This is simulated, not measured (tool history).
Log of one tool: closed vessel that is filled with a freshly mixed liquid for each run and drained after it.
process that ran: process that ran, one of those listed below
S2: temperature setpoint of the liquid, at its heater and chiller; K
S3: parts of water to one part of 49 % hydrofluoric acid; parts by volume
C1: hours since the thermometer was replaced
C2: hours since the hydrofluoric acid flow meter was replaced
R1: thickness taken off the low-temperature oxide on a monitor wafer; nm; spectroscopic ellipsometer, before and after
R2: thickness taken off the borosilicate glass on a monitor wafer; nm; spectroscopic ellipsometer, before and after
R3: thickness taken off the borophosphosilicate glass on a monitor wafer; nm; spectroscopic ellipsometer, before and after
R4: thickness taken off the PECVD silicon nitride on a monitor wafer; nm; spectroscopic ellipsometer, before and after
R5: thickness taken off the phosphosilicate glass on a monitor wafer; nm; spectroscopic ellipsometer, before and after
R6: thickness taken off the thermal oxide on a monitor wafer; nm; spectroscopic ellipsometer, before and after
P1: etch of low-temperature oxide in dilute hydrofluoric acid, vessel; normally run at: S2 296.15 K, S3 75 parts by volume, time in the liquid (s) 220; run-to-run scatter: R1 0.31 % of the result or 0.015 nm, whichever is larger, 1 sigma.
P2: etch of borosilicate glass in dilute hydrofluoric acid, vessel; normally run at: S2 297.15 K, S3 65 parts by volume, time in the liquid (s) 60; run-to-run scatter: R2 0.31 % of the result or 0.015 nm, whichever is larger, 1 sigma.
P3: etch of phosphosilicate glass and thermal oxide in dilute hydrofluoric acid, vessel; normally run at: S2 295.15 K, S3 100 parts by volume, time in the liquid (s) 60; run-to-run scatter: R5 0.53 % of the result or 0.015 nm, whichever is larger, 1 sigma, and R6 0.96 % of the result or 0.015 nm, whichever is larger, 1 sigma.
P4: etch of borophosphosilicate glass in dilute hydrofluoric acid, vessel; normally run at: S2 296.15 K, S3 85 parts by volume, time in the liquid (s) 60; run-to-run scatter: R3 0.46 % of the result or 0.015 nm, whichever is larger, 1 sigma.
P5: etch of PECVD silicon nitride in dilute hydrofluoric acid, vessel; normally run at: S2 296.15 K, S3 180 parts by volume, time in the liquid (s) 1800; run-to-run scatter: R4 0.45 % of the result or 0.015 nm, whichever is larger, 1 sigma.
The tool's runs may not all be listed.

Run 1, hour 5.9: process that ran P1, S2 296.15 K, S3 75 parts by volume, time in the liquid (s) 220; C1 607; C2 395.1. Result: R1 30.86 nm.
Run 2, hour 10.4: process that ran P1, S2 296.15 K, S3 30 parts by volume, time in the liquid (s) 220; C1 611.5; C2 399.6. Result: R1 82.161 nm.
Run 3, hour 18.6: process that ran P2, S2 297.15 K, S3 30 parts by volume, time in the liquid (s) 60; C1 619.7; C2 407.8. Result: R2 92.334 nm.
Run 4, hour 24.2: process that ran P4, S2 291.15 K, S3 85 parts by volume, time in the liquid (s) 60; C1 625.3; C2 413.4. Result: R3 20.202 nm.
Run 5, hour 28.6: process that ran P1, S2 296.15 K, S3 75 parts by volume, time in the liquid (s) 410; C1 629.7; C2 417.8. Result: R1 57.988 nm.
Run 6, hour 34: process that ran P5, S2 296.15 K, S3 180 parts by volume, time in the liquid (s) 1800; C1 635.1; C2 423.2. Result: R4 46.414 nm.
Run 7, hour 43.2: process that ran P5, S2 296.15 K, S3 50 parts by volume, time in the liquid (s) 1800; C1 644.3; C2 432.4. Result: R4 163.24 nm.
Run 8, hour 52.7: process that ran P1, S2 302.15 K, S3 75 parts by volume, time in the liquid (s) 220; C1 653.8; C2 441.9. Result: R1 39.35 nm.
Run 9, hour 56.9: process that ran P1, S2 296.15 K, S3 130 parts by volume, time in the liquid (s) 220; C1 658; C2 446.1. Result: R1 16.751 nm.
Run 10, hour 62.1: process that ran P2, S2 297.15 K, S3 65 parts by volume, time in the liquid (s) 60; C1 663.2; C2 451.3. Result: R2 40.882 nm.
Run 11, hour 67.4: process that ran P1, S2 296.15 K, S3 45 parts by volume, time in the liquid (s) 395; C1 668.5; C2 456.6. Result: R1 95.9 nm.
Run 12, hour 75.4: process that ran P5, S2 290.15 K, S3 180 parts by volume, time in the liquid (s) 1800; C1 676.5; C2 464.6. Result: R4 31.329 nm.
Run 13, hour 82.7: process that ran P2, S2 297.15 K, S3 65 parts by volume, time in the liquid (s) 30; C1 683.8; C2 471.9. Result: R2 20.417 nm.
Run 14, hour 89.9: process that ran P1, S2 290.15 K, S3 75 parts by volume, time in the liquid (s) 220; C1 691; C2 479.1. Result: R1 23.992 nm.
Run 15, hour 98.7: process that ran P3, S2 295.15 K, S3 100 parts by volume, time in the liquid (s) 60; C1 699.8; C2 487.9. Result: R5 65.679 nm, R6 2.6442 nm.
Run 16, hour 108: process that ran P2, S2 305.15 K, S3 65 parts by volume, time in the liquid (s) 60; C1 709.1; C2 497.2. Result: R2 56.046 nm.
Run 17, hour 112.2: process that ran P1, S2 296.15 K, S3 75 parts by volume, time in the liquid (s) 220; C1 713.3; C2 501.4. Result: R1 30.87 nm.
Run 18, hour 121: process that ran P1, S2 296.15 K, S3 75 parts by volume, time in the liquid (s) 100; C1 722.1; C2 510.2. Result: R1 13.998 nm.
Run 19, hour 127.8: process that ran P1, S2 296.15 K, S3 75 parts by volume, time in the liquid (s) 220; C1 728.9; C2 517. Result: R1 31.025 nm.
Run 20, hour 135.8: process that ran P2, S2 297.15 K, S3 65 parts by volume, time in the liquid (s) 60; C1 736.9; C2 525. Result: R2 40.967 nm.
Run 21, hour 141.7: process that ran P3, S2 300.15 K, S3 100 parts by volume, time in the liquid (s) 60; C1 742.8; C2 530.9. Result: R5 79.973 nm, R6 3.2238 nm.
Run 22, hour 151.1: process that ran P4, S2 296.15 K, S3 40 parts by volume, time in the liquid (s) 60; C1 752.2; C2 540.3. Result: R3 56.425 nm.
Run 23, hour 158.5: process that ran P3, S2 295.15 K, S3 100 parts by volume, time in the liquid (s) 30; C1 759.6; C2 547.7. Result: R5 32.793 nm, R6 1.3554 nm.
Run 24, hour 163: process that ran P1, S2 296.15 K, S3 75 parts by volume, time in the liquid (s) 220; C1 764.1; C2 552.2. Result: R1 30.865 nm.
Run 25, hour 171.8: process that ran P1, S2 296.15 K, S3 75 parts by volume, time in the liquid (s) 220; C1 772.9; C2 561. Result: R1 30.907 nm.
Run 26, hour 178.6: process that ran P5, S2 296.15 K, S3 180 parts by volume, time in the liquid (s) 2990; C1 779.7; C2 567.8. Result: R4 76.31 nm.
Run 27, hour 182.8: process that ran P4, S2 296.15 K, S3 85 parts by volume, time in the liquid (s) 85; C1 783.9; C2 572. Result: R3 35.217 nm.
At hour 187.5: hydrofluoric acid flow meter replaced.
Run 28, hour 191.7: process that ran P4, S2 296.15 K, S3 85 parts by volume, time in the liquid (s) 60; C1 792.8; C2 4.2. Result: R3 24.922 nm.
Run 29, hour 199.7: process that ran P3, S2 295.15 K, S3 60 parts by volume, time in the liquid (s) 60; C1 800.8; C2 12.2. Result: R5 114.39 nm, R6 4.6962 nm.
Run 30, hour 206: process that ran P4, S2 296.15 K, S3 85 parts by volume, time in the liquid (s) 60; C1 807.1; C2 18.5. Result: R3 25.088 nm.
Run 31, hour 211.1: process that ran P3, S2 295.15 K, S3 100 parts by volume, time in the liquid (s) 60; C1 812.2; C2 23.6. Result: R5 65.621 nm, R6 2.7257 nm.
Run 32, hour 220.3: process that ran P1, S2 296.15 K, S3 75 parts by volume, time in the liquid (s) 220; C1 821.4; C2 32.8. Result: R1 30.867 nm.
Run 33, hour 226.6: process that ran P1, S2 296.15 K, S3 75 parts by volume, time in the liquid (s) 220; C1 827.7; C2 39.1. Result: R1 30.069 nm.
Run 34, hour 231.9: process that ran P1, S2 296.15 K, S3 75 parts by volume, time in the liquid (s) 220; C1 833; C2 44.4. Result: R1 29.493 nm.
Run 35, hour 239.2: process that ran P1, S2 296.15 K, S3 75 parts by volume, time in the liquid (s) 220; C1 840.3; C2 51.7. Result: R1 29.224 nm.
Run 36, hour 243.8: process that ran P1, S2 296.15 K, S3 75 parts by volume, time in the liquid (s) 220; C1 844.9; C2 56.3. Result: R1 29.123 nm.
Run 37, hour 251.5: process that ran P1, S2 296.15 K, S3 75 parts by volume, time in the liquid (s) 220; C1 852.6; C2 64. Result: R1 29.002 nm.
Run 38, hour 258.4: process that ran P1, S2 296.15 K, S3 75 parts by volume, time in the liquid (s) 220; C1 859.5; C2 70.9. Result: R1 28.954 nm.

What P1 gives has crept away from where it was. These 2 causes fit the log equally well, each at the size given:
A: liquid colder than its thermometer reads (K) = 1.55
B: hydrofluoric acid flow below the setpoint (%) = 5.61
The creep began at about hour 220.3.

4 check runs are offered, one wafer each, their results left as question marks. Which one tells the causes apart?
Run check 1, hour 265.3: process that ran P4, S2 296.15 K, S3 85 parts by volume, time in the liquid (s) 60. Result: R3 ?.
Run check 2, hour 265.3: process that ran P5, S2 296.15 K, S3 180 parts by volume, time in the liquid (s) 1800. Result: R4 ?.
Run check 3, hour 265.3: process that ran P2, S2 297.15 K, S3 65 parts by volume, time in the liquid (s) 60. Result: R2 ?.
Run check 4, hour 265.3: process that ran P3, S2 295.15 K, S3 100 parts by volume, time in the liquid (s) 60. Result: R5 ?, R6 ?.

What each check would give under each cause:
  check  result    if A    if B
check 1      R3   23.45  23.431
check 2      R4  41.912  43.775
check 3      R2  38.372  38.401
check 4      R5  61.679  61.576
check 4      R6  2.5208  2.5166
How far apart the two closest causes lie, in the result that separates them most: check 1 0.08 %; check 2 4.35 %; check 3 0.08 %; check 4 0.17 %
Check 2 tells the causes apart: in the others they would give nearly the same result.

Then check 2 was run and gave: R4 41.637 nm. Which cause is it?

It is A: liquid colder than its thermometer reads (K).
